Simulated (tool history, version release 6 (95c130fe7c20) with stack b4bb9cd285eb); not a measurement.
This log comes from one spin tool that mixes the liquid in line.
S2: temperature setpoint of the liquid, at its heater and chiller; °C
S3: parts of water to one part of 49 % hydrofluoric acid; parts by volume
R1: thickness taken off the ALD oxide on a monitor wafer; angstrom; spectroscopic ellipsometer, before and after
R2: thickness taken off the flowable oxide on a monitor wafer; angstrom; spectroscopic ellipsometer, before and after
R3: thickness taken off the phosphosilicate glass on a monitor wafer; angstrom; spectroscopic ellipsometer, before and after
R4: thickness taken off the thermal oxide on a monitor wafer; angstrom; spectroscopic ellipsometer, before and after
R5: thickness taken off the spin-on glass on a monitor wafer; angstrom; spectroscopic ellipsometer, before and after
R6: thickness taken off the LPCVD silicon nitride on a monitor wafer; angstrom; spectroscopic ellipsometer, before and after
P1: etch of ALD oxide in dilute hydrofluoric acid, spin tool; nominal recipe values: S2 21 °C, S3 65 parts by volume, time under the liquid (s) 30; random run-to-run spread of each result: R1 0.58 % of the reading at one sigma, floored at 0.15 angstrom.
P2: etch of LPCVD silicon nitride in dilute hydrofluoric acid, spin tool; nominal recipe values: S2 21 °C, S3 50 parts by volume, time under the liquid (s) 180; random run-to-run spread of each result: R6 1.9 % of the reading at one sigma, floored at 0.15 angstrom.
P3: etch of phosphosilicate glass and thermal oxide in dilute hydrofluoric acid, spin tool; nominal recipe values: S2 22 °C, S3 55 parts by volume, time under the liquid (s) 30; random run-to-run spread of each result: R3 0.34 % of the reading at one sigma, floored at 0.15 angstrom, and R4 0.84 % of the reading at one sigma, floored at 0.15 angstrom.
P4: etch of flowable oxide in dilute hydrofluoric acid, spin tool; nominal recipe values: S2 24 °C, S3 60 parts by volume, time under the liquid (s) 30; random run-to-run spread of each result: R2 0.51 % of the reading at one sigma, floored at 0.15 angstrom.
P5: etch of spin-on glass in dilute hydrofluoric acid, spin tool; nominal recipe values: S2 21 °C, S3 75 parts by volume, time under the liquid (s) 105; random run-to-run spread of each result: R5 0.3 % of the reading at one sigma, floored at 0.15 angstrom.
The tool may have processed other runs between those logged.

Run 1, hour 8.2: process that ran P1, S2 21 °C, S3 65 parts by volume, time under the liquid (s) 30. Result: R1 108.98 angstrom.
Run 2, hour 18.1: process that ran P4, S2 24 °C, S3 60 parts by volume, time under the liquid (s) 30. Result: R2 127.76 angstrom.
Run 3, hour 26.7: process that ran P3, S2 22 °C, S3 55 parts by volume, time under the liquid (s) 30. Result: R3 570.23 angstrom, R4 24.778 angstrom.
Run 4, hour 32.2: process that ran P5, S2 21 °C, S3 75 parts by volume, time under the liquid (s) 35. Result: R5 85.798 angstrom.
Run 5, hour 38.2: process that ran P5, S2 21 °C, S3 20 parts by volume, time under the liquid (s) 105. Result: R5 1032 angstrom.
Run 6, hour 44.1: process that ran P1, S2 21 °C, S3 35 parts by volume, time under the liquid (s) 15. Result: R1 106.06 angstrom.
Run 7, hour 49.2: process that ran P1, S2 21 °C, S3 110 parts by volume, time under the liquid (s) 15. Result: R1 30.367 angstrom.
Run 8, hour 58.7: process that ran P4, S2 24 °C, S3 60 parts by volume, time under the liquid (s) 55. Result: R2 238.94 angstrom.
Run 9, hour 64.7: process that ran P4, S2 17 °C, S3 60 parts by volume, time under the liquid (s) 30. Result: R2 96.241 angstrom.
Run 10, hour 70.9: process that ran P1, S2 21 °C, S3 65 parts by volume, time under the liquid (s) 30. Result: R1 109.08 angstrom.
Run 11, hour 80: process that ran P1, S2 17 °C, S3 65 parts by volume, time under the liquid (s) 30. Result: R1 92.978 angstrom.
Run 12, hour 89.9: process that ran P1, S2 21 °C, S3 65 parts by volume, time under the liquid (s) 60. Result: R1 218.5 angstrom.
Run 13, hour 99.9: process that ran P1, S2 21 °C, S3 65 parts by volume, time under the liquid (s) 30. Result: R1 110.47 angstrom.
Run 14, hour 106.1: process that ran P2, S2 21 °C, S3 50 parts by volume, time under the liquid (s) 320. Result: R6 24.793 angstrom.
Run 15, hour 116.7: process that ran P2, S2 21 °C, S3 50 parts by volume, time under the liquid (s) 180. Result: R6 14.059 angstrom.
Run 16, hour 122.7: process that ran P3, S2 22 °C, S3 55 parts by volume, time under the liquid (s) 15. Result: R3 286.07 angstrom, R4 12.428 angstrom.
Run 17, hour 133.2: process that ran P3, S2 17 °C, S3 55 parts by volume, time under the liquid (s) 30. Result: R3 467.26 angstrom, R4 19.883 angstrom.
Run 18, hour 140: process that ran P1, S2 21 °C, S3 65 parts by volume, time under the liquid (s) 30. Result: R1 111.36 angstrom.
Run 19, hour 150.6: process that ran P1, S2 21 °C, S3 110 parts by volume, time under the liquid (s) 30. Result: R1 61.828 angstrom.
Run 20, hour 158.4: process that ran P5, S2 21 °C, S3 75 parts by volume, time under the liquid (s) 105. Result: R5 257.94 angstrom.
Run 21, hour 167.7: process that ran P2, S2 17 °C, S3 50 parts by volume, time under the liquid (s) 180. Result: R6 10.66 angstrom.
Run 22, hour 176.8: process that ran P2, S2 21 °C, S3 90 parts by volume, time under the liquid (s) 180. Result: R6 7.8336 angstrom.
Run 23, hour 188: process that ran P1, S2 25.5 °C, S3 65 parts by volume, time under the liquid (s) 30. Result: R1 134.15 angstrom.
Run 24, hour 196.5: process that ran P5, S2 21 °C, S3 75 parts by volume, time under the liquid (s) 105. Result: R5 258.42 angstrom.
Run 25, hour 207: process that ran P1, S2 21 °C, S3 65 parts by volume, time under the liquid (s) 30. Result: R1 109.45 angstrom.
Run 26, hour 217.8: process that ran P1, S2 21 °C, S3 65 parts by volume, time under the liquid (s) 15. Result: R1 55.39 angstrom.
Run 27, hour 228.3: process that ran P2, S2 21 °C, S3 50 parts by volume, time under the liquid (s) 180. Result: R6 14.655 angstrom.
Run 28, hour 235.7: process that ran P3, S2 22 °C, S3 55 parts by volume, time under the liquid (s) 30. Result: R3 573.07 angstrom, R4 25.051 angstrom.
Run 29, hour 244.4: process that ran P3, S2 22 °C, S3 100 parts by volume, time under the liquid (s) 30. Result: R3 300.46 angstrom, R4 12.476 angstrom.
Run 30, hour 252.1: process that ran P1, S2 21 °C, S3 35 parts by volume, time under the liquid (s) 30. Result: R1 211.87 angstrom.
Run 31, hour 258.4: process that ran P1, S2 21 °C, S3 65 parts by volume, time under the liquid (s) 30. Result: R1 109.32 angstrom.
Run 32, hour 266.8: process that ran P4, S2 24 °C, S3 40 parts by volume, time under the liquid (s) 30. Result: R2 199.94 angstrom.
Run 33, hour 273.3: process that ran P5, S2 29 °C, S3 75 parts by volume, time under the liquid (s) 105. Result: R5 355.72 angstrom.
Run 34, hour 282.1: process that ran P1, S2 21 °C, S3 65 parts by volume, time under the liquid (s) 30. Result: R1 110.23 angstrom.
Run 35, hour 293.3: process that ran P1, S2 21 °C, S3 40 parts by volume, time under the liquid (s) 55. Result: R1 337.94 angstrom.
Run 36, hour 304.8: process that ran P1, S2 21 °C, S3 65 parts by volume, time under the liquid (s) 30. Result: R1 109.8 angstrom.
Run 37, hour 312.8: process that ran P1, S2 21 °C, S3 65 parts by volume, time under the liquid (s) 30. Result: R1 115.08 angstrom.
Run 38, hour 322: process that ran P1, S2 21 °C, S3 65 parts by volume, time under the liquid (s) 30. Result: R1 119.44 angstrom.
Run 39, hour 330.6: process that ran P1, S2 21 °C, S3 65 parts by volume, time under the liquid (s) 30. Result: R1 118.52 angstrom.
Run 40, hour 337.1: process that ran P1, S2 21 °C, S3 65 parts by volume, time under the liquid (s) 30. Result: R1 120.33 angstrom.
Run 41, hour 342.6: process that ran P1, S2 21 °C, S3 65 parts by volume, time under the liquid (s) 30. Result: R1 120.22 angstrom.
Run 42, hour 352.9: process that ran P1, S2 21 °C, S3 65 parts by volume, time under the liquid (s) 30. Result: R1 120.66 angstrom.

Compared with where it was, what P1 gives has crept away. Each cause listed below fits the log as well as the rest, at the size given for it:
A: hydrofluoric acid flow above the setpoint (%) = 9.24
B: liquid hotter than its thermometer reads (K) = 2.3
At approximately hour 304.8, the process output began to creep.

Of the 4 check runs below, each run on 5 wafers with the results averaged and each result still a question mark, which one would tell the listed causes apart?
Run check 1, hour 363.2: process that ran P2, S2 17 °C, S3 50 parts by volume, time under the liquid (s) 180. Result: R6 ?.
Run check 2, hour 363.2: process that ran P4, S2 17 °C, S3 60 parts by volume, time under the liquid (s) 40. Result: R2 ?.
Run check 3, hour 363.2: process that ran P3, S2 22 °C, S3 75 parts by volume, time under the liquid (s) 30. Result: R3 ?, R4 ?.
Run check 4, hour 363.2: process that ran P5, S2 28 °C, S3 20 parts by volume, time under the liquid (s) 105. Result: R5 ?.

How each check would come out, cause by cause:
  check  result    if A    if B
check 1      R6  11.813  12.752
check 2      R2  141.49  142.12
check 3      R3  451.36   450.2
check 3      R4  19.578  19.528
check 4      R5  1526.5  1530.7
Distance between the nearest two causes, measured in the result of the check that separates them most: check 1 7.65 %; check 2 0.44 %; check 3 0.26 %; check 4 0.27 %
Only in check 1 would the causes give clearly different results; in the remaining checks their results would be nearly the same.

The results of check 1 are: R6 11.8 angstrom. Based on these, which of the listed causes is it?

Of the candidate causes, it is A: hydrofluoric acid flow above the setpoint (%).
